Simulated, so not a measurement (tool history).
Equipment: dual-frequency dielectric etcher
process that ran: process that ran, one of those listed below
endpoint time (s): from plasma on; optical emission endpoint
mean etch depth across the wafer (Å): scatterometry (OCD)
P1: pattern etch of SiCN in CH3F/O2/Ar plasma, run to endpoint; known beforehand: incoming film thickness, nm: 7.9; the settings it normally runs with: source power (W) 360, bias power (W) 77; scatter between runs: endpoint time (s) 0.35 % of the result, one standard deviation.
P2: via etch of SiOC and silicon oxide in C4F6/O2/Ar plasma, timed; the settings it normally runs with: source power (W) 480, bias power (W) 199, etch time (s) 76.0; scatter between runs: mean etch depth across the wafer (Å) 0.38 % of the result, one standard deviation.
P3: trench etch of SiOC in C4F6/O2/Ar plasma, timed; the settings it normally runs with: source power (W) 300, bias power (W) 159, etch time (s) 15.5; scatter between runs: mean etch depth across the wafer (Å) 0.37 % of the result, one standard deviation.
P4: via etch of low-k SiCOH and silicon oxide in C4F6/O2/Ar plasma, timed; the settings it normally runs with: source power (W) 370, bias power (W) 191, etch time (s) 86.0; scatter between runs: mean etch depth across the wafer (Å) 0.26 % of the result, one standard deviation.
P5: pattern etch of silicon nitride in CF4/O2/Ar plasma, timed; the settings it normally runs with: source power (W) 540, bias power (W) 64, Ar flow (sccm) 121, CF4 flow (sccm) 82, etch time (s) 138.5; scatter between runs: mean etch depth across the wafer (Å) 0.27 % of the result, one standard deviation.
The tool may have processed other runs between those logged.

run   hour  process that ran  source power (W)  bias power (W)  etch time (s)  Ar flow (sccm)  CF4 flow (sccm)  hours since the last wet clean  hours since the last source power generator calibration  hours since the last bias power generator calibration  endpoint time (s)  mean etch depth across the wafer (Å)
  1   13.5                P1               360              77                                                                           315.9                                                    557.6                                                 1385.3             21.367
  2   27.7                P1               360              77                                                                           330.1                                                    571.8                                                 1399.5             21.314
  3   39.5                P1               360              46                                                                           341.9                                                    583.6                                                 1411.3             25.423
  4   51.5                P4               370             191           86.0                                                            353.9                                                    595.6                                                 1423.3                                                  2505.00
  5   68.2                P2               480             199          105.0                                                            370.6                                                    612.3                                                 1440.0                                                  1318.60
  6   86.5                P3               300              93           15.5                                                            388.9                                                    630.6                                                 1458.3                                                   232.08
  7   97.8                P5               540              51          138.5             121               82                           400.2                                                    641.9                                                 1469.6                                                  2716.60
  8  112.0                P1               280              64                                                                           414.4                                                    656.1                                                 1483.8             25.010
  9  126.9                P1               360              77                                                                           429.3                                                    671.0                                                 1498.7             21.233
 10  137.2                P4               370             191           86.0                                                            439.6                                                    681.3                                                 1509.0                                                  2510.90
 11  149.7                P1               290              77                                                                           452.1                                                    693.8                                                 1521.5             23.063
 12  167.5                P1               450              54                                                                           469.9                                                    711.6                                                 1539.3             22.068
 13  183.6                P3               170             159           15.5                                                            486.0                                                    727.7                                                 1555.4                                                   219.00
 14  201.3                P5               710              64          138.5             121               82                           503.7                                                    745.4                                                 1573.1                                                  3780.20
 15  213.0                P2               480             199           76.0                                                            515.4                                                    757.1                                                 1584.8                                                   958.41
 16  224.0                P1               360              77                                                                           526.4                                                    768.1                                                 1595.8             21.208
 17  235.0                P4               450             191           86.0                                                            537.4                                                    779.1                                                 1606.8                                                  2697.00
 18  248.2                P1               360              77                                                                           550.6                                                    792.3                                                 1620.0             21.295
 19  266.4                P3               300             159            8.5                                                            568.8                                                    810.5                                                 1638.2                                                   147.88
 20  281.3                P4               370             191           53.5                                                            583.7                                                    825.4                                                 1653.1                                                  1560.50
 21  290.5                P5               540              64          138.5              87               82                           592.9                                                    834.6                                                 1662.3                                                  3097.80
 22  300.4                P5               540              64          138.5             121               82                           602.8                                                    844.5                                                 1672.2                                                  2985.00
 23  309.2                P4               370             121           86.0                                                            611.6                                                    853.3                                                 1681.0                                                  2184.80
 24  322.5                P1               360              77                                                                           624.9                                                    866.6                                                 1694.3             21.337
 25  338.2                P2               660             199           76.0                                                            640.6                                                    882.3                                                 1710.0                                                  1085.70
 26  352.8                P5               540              64          138.5             121               67                           655.2                                                    896.9                                                 1724.6                                                  2902.20
 27  362.9                P2               480             275           76.0                                                            665.3                                                    907.0                                                 1734.7                                                  1061.50
     367.8  -- wet clean of the chamber
 28  373.1                P1               510              77                                                                             5.4                                                    917.2                                                 1744.9             18.761
 29  385.8                P5               540              64           84.5             121               82                            18.1                                                    929.9                                                 1757.6                                                  1810.20
 30  398.0                P1               470              51                                                                            30.3                                                    942.1                                                 1769.8             22.146
 31  415.6                P1               360             108                                                                            47.9                                                    959.7                                                 1787.4             18.681
 32  428.5                P1               360              77                                                                            60.8                                                    972.6                                                 1800.3             21.266
 33  444.6                P3               300             159           15.5                                                             76.9                                                    988.7                                                 1816.4                                                   271.05
 34  456.5                P2               480             199           76.0                                                             88.8                                                   1000.6                                                 1828.3                                                   953.12
 35  471.9                P1               360              77                                                                           104.2                                                   1016.0                                                 1843.7             21.415
 36  491.1                P1               360              77                                                                           123.4                                                   1035.2                                                 1862.9             21.151
 37  502.6                P1               360              77                                                                           134.9                                                   1046.7                                                 1874.4             21.165
 38  521.9                P1               360              77                                                                           154.2                                                   1066.0                                                 1893.7             20.995
     524.9  -- wet clean of the chamber
 39  532.9                P1               360              77                                                                             8.0                                                   1077.0                                                 1904.7             20.862
 40  550.3                P1               360              77                                                                            25.4                                                   1094.4                                                 1922.1             20.960
 41  562.9                P1               360              77                                                                            38.0                                                   1107.0                                                 1934.7             20.991
 42  573.8                P1               360              77                                                                            48.9                                                   1117.9                                                 1945.6             21.063
 43  583.8                P1               360              77                                                                            58.9                                                   1127.9                                                 1955.6             20.986

What P1 gives has crept off from where it sat before. The 2 causes that follow fit the log equally well, each at the size noted:
A: source power that arrives over what is set, % = 4.82
B: bias power that arrives over what is set, % = 4.96
The process output started creeping at around hour 471.9.
Excluded causes, each with its reason:
chamber walls in a state that raises the etch rate, %: maintenance at hour 524.9, after the shift began, did not return the process to its former output

Each of the 4 check runs below uses one wafer; its results are left as question marks. Which run tells the causes apart?
check 1  593.8                P4               370             123           71.0                                                                                                                                                                                                                                         ?
check 2  593.8                P2               480             237           76.0                                                                                                                                                                                                                                         ?
check 3  593.8                P5               630              64           84.5             121               82                                                                                                                                                                                                        ?
check 4  593.8                P3               300              97            8.5                                                                                                                                                                                                                                         ?

Outcome of each check run for each possible cause:
  check                                result     if A     if B
check 1  mean etch depth across the wafer (Å)  1841.00  1832.60
check 2  mean etch depth across the wafer (Å)  1030.30  1028.60
check 3  mean etch depth across the wafer (Å)  2159.80  2115.20
check 4  mean etch depth across the wafer (Å)   131.24   130.54
Distance between the nearest two causes, measured in the result of the check that separates them most: check 1 0.46 %; check 2 0.17 %; check 3 2.09 %; check 4 0.53 %
Check 3 tells the causes apart: in the others they would give nearly the same result.

Here is what check 3 returned: mean etch depth across the wafer (Å) 2158.90. Which cause is it?

The correct cause is A, namely: source power that arrives over what is set, %.

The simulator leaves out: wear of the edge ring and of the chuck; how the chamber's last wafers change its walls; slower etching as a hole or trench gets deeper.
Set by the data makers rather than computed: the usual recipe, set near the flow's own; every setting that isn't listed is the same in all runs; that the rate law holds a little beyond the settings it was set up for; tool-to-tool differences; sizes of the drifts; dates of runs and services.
